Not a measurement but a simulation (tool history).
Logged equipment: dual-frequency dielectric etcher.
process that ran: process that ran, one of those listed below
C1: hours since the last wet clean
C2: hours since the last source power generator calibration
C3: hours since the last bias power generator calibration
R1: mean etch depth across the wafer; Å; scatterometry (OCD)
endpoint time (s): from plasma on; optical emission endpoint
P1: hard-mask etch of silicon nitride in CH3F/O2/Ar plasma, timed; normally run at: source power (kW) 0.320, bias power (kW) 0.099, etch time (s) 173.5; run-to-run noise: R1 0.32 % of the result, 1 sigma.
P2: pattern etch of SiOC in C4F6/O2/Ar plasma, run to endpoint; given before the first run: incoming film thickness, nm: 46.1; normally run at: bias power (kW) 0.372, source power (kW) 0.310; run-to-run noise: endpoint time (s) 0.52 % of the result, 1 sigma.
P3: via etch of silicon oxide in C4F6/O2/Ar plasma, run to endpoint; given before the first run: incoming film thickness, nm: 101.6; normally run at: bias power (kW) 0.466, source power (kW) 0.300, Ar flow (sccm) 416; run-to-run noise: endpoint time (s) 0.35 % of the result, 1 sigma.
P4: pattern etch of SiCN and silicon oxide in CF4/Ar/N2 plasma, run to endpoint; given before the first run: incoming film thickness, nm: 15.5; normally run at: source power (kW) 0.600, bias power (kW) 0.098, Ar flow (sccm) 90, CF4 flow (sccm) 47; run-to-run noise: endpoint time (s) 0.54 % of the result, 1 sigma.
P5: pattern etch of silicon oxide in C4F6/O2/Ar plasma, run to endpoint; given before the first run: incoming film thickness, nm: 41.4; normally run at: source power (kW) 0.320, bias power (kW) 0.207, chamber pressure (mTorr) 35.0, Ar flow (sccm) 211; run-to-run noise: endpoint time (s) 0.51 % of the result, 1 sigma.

{"run": 1, "hour": 12.0, "process that ran": "P1", "source power (kW)": 0.32, "bias power (kW)": 0.099, "etch time (s)": 173.5, "C1": 246.5, "C2": 1876.8, "C3": 2259.4, "R1": 1262.6}
{"run": 2, "hour": 22.0, "process that ran": "P4", "source power (kW)": 0.6, "bias power (kW)": 0.098, "Ar flow (sccm)": 90, "CF4 flow (sccm)": 47, "C1": 256.5, "C2": 1886.8, "C3": 2269.4, "endpoint time (s)": 12.917}
{"run": 3, "hour": 36.8, "process that ran": "P2", "source power (kW)": 0.31, "bias power (kW)": 0.24, "C1": 271.3, "C2": 1901.6, "C3": 2284.2, "endpoint time (s)": 22.22}
{"run": 4, "hour": 52.3, "process that ran": "P5", "source power (kW)": 0.32, "bias power (kW)": 0.207, "Ar flow (sccm)": 211, "chamber pressure (mTorr)": 27.5, "C1": 286.8, "C2": 1917.1, "C3": 2299.7, "endpoint time (s)": 13.307}
{"run": 5, "hour": 63.4, "process that ran": "P1", "source power (kW)": 0.32, "bias power (kW)": 0.099, "etch time (s)": 173.5, "C1": 297.9, "C2": 1928.2, "C3": 2310.8, "R1": 1252.6}
{"run": 6, "hour": 73.4, "process that ran": "P4", "source power (kW)": 0.35, "bias power (kW)": 0.098, "Ar flow (sccm)": 90, "CF4 flow (sccm)": 47, "C1": 307.9, "C2": 1938.2, "C3": 2320.8, "endpoint time (s)": 20.67}
{"run": 7, "hour": 84.0, "process that ran": "P5", "source power (kW)": 0.32, "bias power (kW)": 0.207, "Ar flow (sccm)": 211, "chamber pressure (mTorr)": 35.0, "C1": 318.5, "C2": 1948.8, "C3": 2331.4, "endpoint time (s)": 13.661}
{"run": 8, "hour": 93.0, "process that ran": "P4", "source power (kW)": 0.6, "bias power (kW)": 0.098, "Ar flow (sccm)": 124, "CF4 flow (sccm)": 47, "C1": 327.5, "C2": 1957.8, "C3": 2340.4, "endpoint time (s)": 13.486}
{"run": 9, "hour": 104.6, "process that ran": "P3", "source power (kW)": 0.3, "bias power (kW)": 0.338, "Ar flow (sccm)": 416, "C1": 339.1, "C2": 1969.4, "C3": 2352.0, "endpoint time (s)": 30.309}
{"run": 10, "hour": 113.3, "process that ran": "P3", "source power (kW)": 0.3, "bias power (kW)": 0.466, "Ar flow (sccm)": 416, "C1": 347.8, "C2": 1978.1, "C3": 2360.7, "endpoint time (s)": 27.046}
{"run": 11, "hour": 126.5, "process that ran": "P1", "source power (kW)": 0.32, "bias power (kW)": 0.099, "etch time (s)": 173.5, "C1": 361.0, "C2": 1991.3, "C3": 2373.9, "R1": 1260.9}
{"run": 12, "hour": 136.0, "process that ran": "P3", "source power (kW)": 0.21, "bias power (kW)": 0.466, "Ar flow (sccm)": 416, "C1": 370.5, "C2": 2000.8, "C3": 2383.4, "endpoint time (s)": 30.631}
{"run": 13, "hour": 144.5, "process that ran": "P3", "source power (kW)": 0.3, "bias power (kW)": 0.466, "Ar flow (sccm)": 291, "C1": 379.0, "C2": 2009.3, "C3": 2391.9, "endpoint time (s)": 26.055}
{"run": 14, "hour": 159.6, "process that ran": "P1", "source power (kW)": 0.24, "bias power (kW)": 0.099, "etch time (s)": 173.5, "C1": 394.1, "C2": 2024.4, "C3": 2407.0, "R1": 1138.3}
{"run": 15, "hour": 172.9, "process that ran": "P5", "source power (kW)": 0.32, "bias power (kW)": 0.207, "Ar flow (sccm)": 154, "chamber pressure (mTorr)": 35.0, "C1": 407.4, "C2": 2037.7, "C3": 2420.3, "endpoint time (s)": 13.204}
{"run": 16, "hour": 188.8, "process that ran": "P1", "source power (kW)": 0.32, "bias power (kW)": 0.099, "etch time (s)": 95.5, "C1": 423.3, "C2": 2053.6, "C3": 2436.2, "R1": 692.83}
{"run": 17, "hour": 199.6, "process that ran": "P1", "source power (kW)": 0.41, "bias power (kW)": 0.099, "etch time (s)": 173.5, "C1": 434.1, "C2": 2064.4, "C3": 2447.0, "R1": 1382.6}
{"run": 18, "hour": 215.8, "process that ran": "P4", "source power (kW)": 0.6, "bias power (kW)": 0.098, "Ar flow (sccm)": 90, "CF4 flow (sccm)": 60, "C1": 450.3, "C2": 2080.6, "C3": 2463.2, "endpoint time (s)": 12.503}
{"run": 19, "hour": 227.5, "process that ran": "P3", "source power (kW)": 0.3, "bias power (kW)": 0.466, "Ar flow (sccm)": 416, "C1": 462.0, "C2": 2092.3, "C3": 2474.9, "endpoint time (s)": 26.993}
{"run": 20, "hour": 238.3, "process that ran": "P1", "source power (kW)": 0.32, "bias power (kW)": 0.064, "etch time (s)": 173.5, "C1": 472.8, "C2": 2103.1, "C3": 2485.7, "R1": 1074.5}
{"hour": 246.6, "done": "bias power generator calibrated"}
{"run": 21, "hour": 247.2, "process that ran": "P4", "source power (kW)": 0.6, "bias power (kW)": 0.098, "Ar flow (sccm)": 90, "CF4 flow (sccm)": 47, "C1": 481.7, "C2": 2112.0, "C3": 0.6, "endpoint time (s)": 12.871}
{"run": 22, "hour": 256.3, "process that ran": "P1", "source power (kW)": 0.32, "bias power (kW)": 0.121, "etch time (s)": 173.5, "C1": 490.8, "C2": 2121.1, "C3": 9.7, "R1": 1358.5}
{"run": 23, "hour": 270.7, "process that ran": "P5", "source power (kW)": 0.4, "bias power (kW)": 0.207, "Ar flow (sccm)": 211, "chamber pressure (mTorr)": 35.0, "C1": 505.2, "C2": 2135.5, "C3": 24.1, "endpoint time (s)": 12.646}
{"run": 24, "hour": 284.3, "process that ran": "P5", "source power (kW)": 0.32, "bias power (kW)": 0.207, "Ar flow (sccm)": 211, "chamber pressure (mTorr)": 35.0, "C1": 518.8, "C2": 2149.1, "C3": 37.7, "endpoint time (s)": 13.718}
{"run": 25, "hour": 293.0, "process that ran": "P1", "source power (kW)": 0.32, "bias power (kW)": 0.099, "etch time (s)": 173.5, "C1": 527.5, "C2": 2157.8, "C3": 46.4, "R1": 1262.7}
{"run": 26, "hour": 309.3, "process that ran": "P1", "source power (kW)": 0.32, "bias power (kW)": 0.099, "etch time (s)": 227.0, "C1": 543.8, "C2": 2174.1, "C3": 62.7, "R1": 1647.8}
{"run": 27, "hour": 317.7, "process that ran": "P2", "source power (kW)": 0.31, "bias power (kW)": 0.372, "C1": 552.2, "C2": 2182.5, "C3": 71.1, "endpoint time (s)": 19.054}
{"run": 28, "hour": 326.0, "process that ran": "P5", "source power (kW)": 0.32, "bias power (kW)": 0.134, "Ar flow (sccm)": 211, "chamber pressure (mTorr)": 35.0, "C1": 560.5, "C2": 2190.8, "C3": 79.4, "endpoint time (s)": 15.5}
{"run": 29, "hour": 341.9, "process that ran": "P1", "source power (kW)": 0.32, "bias power (kW)": 0.099, "etch time (s)": 173.5, "C1": 576.4, "C2": 2206.7, "C3": 95.3, "R1": 1258.0}
{"run": 30, "hour": 357.0, "process that ran": "P2", "source power (kW)": 0.37, "bias power (kW)": 0.372, "C1": 591.5, "C2": 2221.8, "C3": 110.4, "endpoint time (s)": 17.973}
{"run": 31, "hour": 371.2, "process that ran": "P4", "source power (kW)": 0.6, "bias power (kW)": 0.128, "Ar flow (sccm)": 90, "CF4 flow (sccm)": 47, "C1": 605.7, "C2": 2236.0, "C3": 124.6, "endpoint time (s)": 11.639}
{"run": 32, "hour": 389.4, "process that ran": "P1", "source power (kW)": 0.37, "bias power (kW)": 0.075, "etch time (s)": 173.5, "C1": 623.9, "C2": 2254.2, "C3": 142.8, "R1": 1199.5}
{"run": 33, "hour": 399.4, "process that ran": "P1", "source power (kW)": 0.32, "bias power (kW)": 0.099, "etch time (s)": 173.5, "C1": 633.9, "C2": 2264.2, "C3": 152.8, "R1": 1263.3}
{"run": 34, "hour": 408.4, "process that ran": "P1", "source power (kW)": 0.32, "bias power (kW)": 0.099, "etch time (s)": 173.5, "C1": 642.9, "C2": 2273.2, "C3": 161.8, "R1": 1250.5}
{"run": 35, "hour": 418.6, "process that ran": "P1", "source power (kW)": 0.32, "bias power (kW)": 0.099, "etch time (s)": 173.5, "C1": 653.1, "C2": 2283.4, "C3": 172.0, "R1": 1238.5}
{"run": 36, "hour": 430.4, "process that ran": "P1", "source power (kW)": 0.32, "bias power (kW)": 0.099, "etch time (s)": 173.5, "C1": 664.9, "C2": 2295.2, "C3": 183.8, "R1": 1246.7}
{"run": 37, "hour": 438.7, "process that ran": "P1", "source power (kW)": 0.32, "bias power (kW)": 0.099, "etch time (s)": 173.5, "C1": 673.2, "C2": 2303.5, "C3": 192.1, "R1": 1243.2}
{"run": 38, "hour": 451.6, "process that ran": "P1", "source power (kW)": 0.32, "bias power (kW)": 0.099, "etch time (s)": 173.5, "C1": 686.1, "C2": 2316.4, "C3": 205.0, "R1": 1237.1}
{"hour": 452.0, "done": "wet clean of the chamber"}
{"run": 39, "hour": 462.7, "process that ran": "P1", "source power (kW)": 0.32, "bias power (kW)": 0.099, "etch time (s)": 173.5, "C1": 10.8, "C2": 2327.5, "C3": 216.1, "R1": 1234.8}
{"run": 40, "hour": 474.1, "process that ran": "P1", "source power (kW)": 0.32, "bias power (kW)": 0.099, "etch time (s)": 173.5, "C1": 22.2, "C2": 2338.9, "C3": 227.5, "R1": 1236.2}
{"run": 41, "hour": 487.1, "process that ran": "P1", "source power (kW)": 0.32, "bias power (kW)": 0.099, "etch time (s)": 173.5, "C1": 35.2, "C2": 2351.9, "C3": 240.5, "R1": 1239.0}
{"run": 42, "hour": 502.1, "process that ran": "P1", "source power (kW)": 0.32, "bias power (kW)": 0.099, "etch time (s)": 173.5, "C1": 50.2, "C2": 2366.9, "C3": 255.5, "R1": 1242.8}

Something has made what P1 gives creep away from where it was; the 2 causes below, each at its own stated size, fit the log equally well:
A: source power that arrives under what is set, % = 4.33
B: bias power that arrives under what is set, % = 4.33
The onset of the drift is placed at about hour 399.4.
Each remaining cause and why it is not a fit:
chamber walls in a state that lowers the etch rate, %: serviced at hour 452.0, after the drift had started, without restoring the earlier output

4 check runs are offered, each on 3 wafers whose results are averaged, their results left as question marks. Which one tells the causes apart?
{"run": "check 1", "hour": 517.1, "process that ran": "P2", "source power (kW)": 0.31, "bias power (kW)": 0.372, "endpoint time (s)": "?"}
{"run": "check 2", "hour": 517.1, "process that ran": "P5", "source power (kW)": 0.32, "bias power (kW)": 0.207, "Ar flow (sccm)": 211, "chamber pressure (mTorr)": 35.0, "endpoint time (s)": "?"}
{"run": "check 3", "hour": 517.1, "process that ran": "P3", "source power (kW)": 0.3, "bias power (kW)": 0.466, "Ar flow (sccm)": 416, "endpoint time (s)": "?"}
{"run": "check 4", "hour": 517.1, "process that ran": "P4", "source power (kW)": 0.6, "bias power (kW)": 0.098, "Ar flow (sccm)": 90, "CF4 flow (sccm)": 47, "endpoint time (s)": "?"}

Check results expected under each cause:
check=check_1 result=endpoint_time_(s) if_A=19.482 if_B=19.472
check=check_2 result=endpoint_time_(s) if_A=13.874 if_B=13.840
check=check_3 result=endpoint_time_(s) if_A=27.460 if_B=27.467
check=check_4 result=endpoint_time_(s) if_A=13.415 if_B=13.117
Separation of the two closest causes in each check, using whichever result separates them best: check 1 0.05 %; check 2 0.24 %; check 3 0.03 %; check 4 2.24 %
The other checks would show nearly matching results whichever cause is true, so check 4 is the only one that separates the causes.

With check 4 done, the readings were: endpoint time (s) 13.105. Identify which of the listed causes applies.

It is B: bias power that arrives under what is set, %.
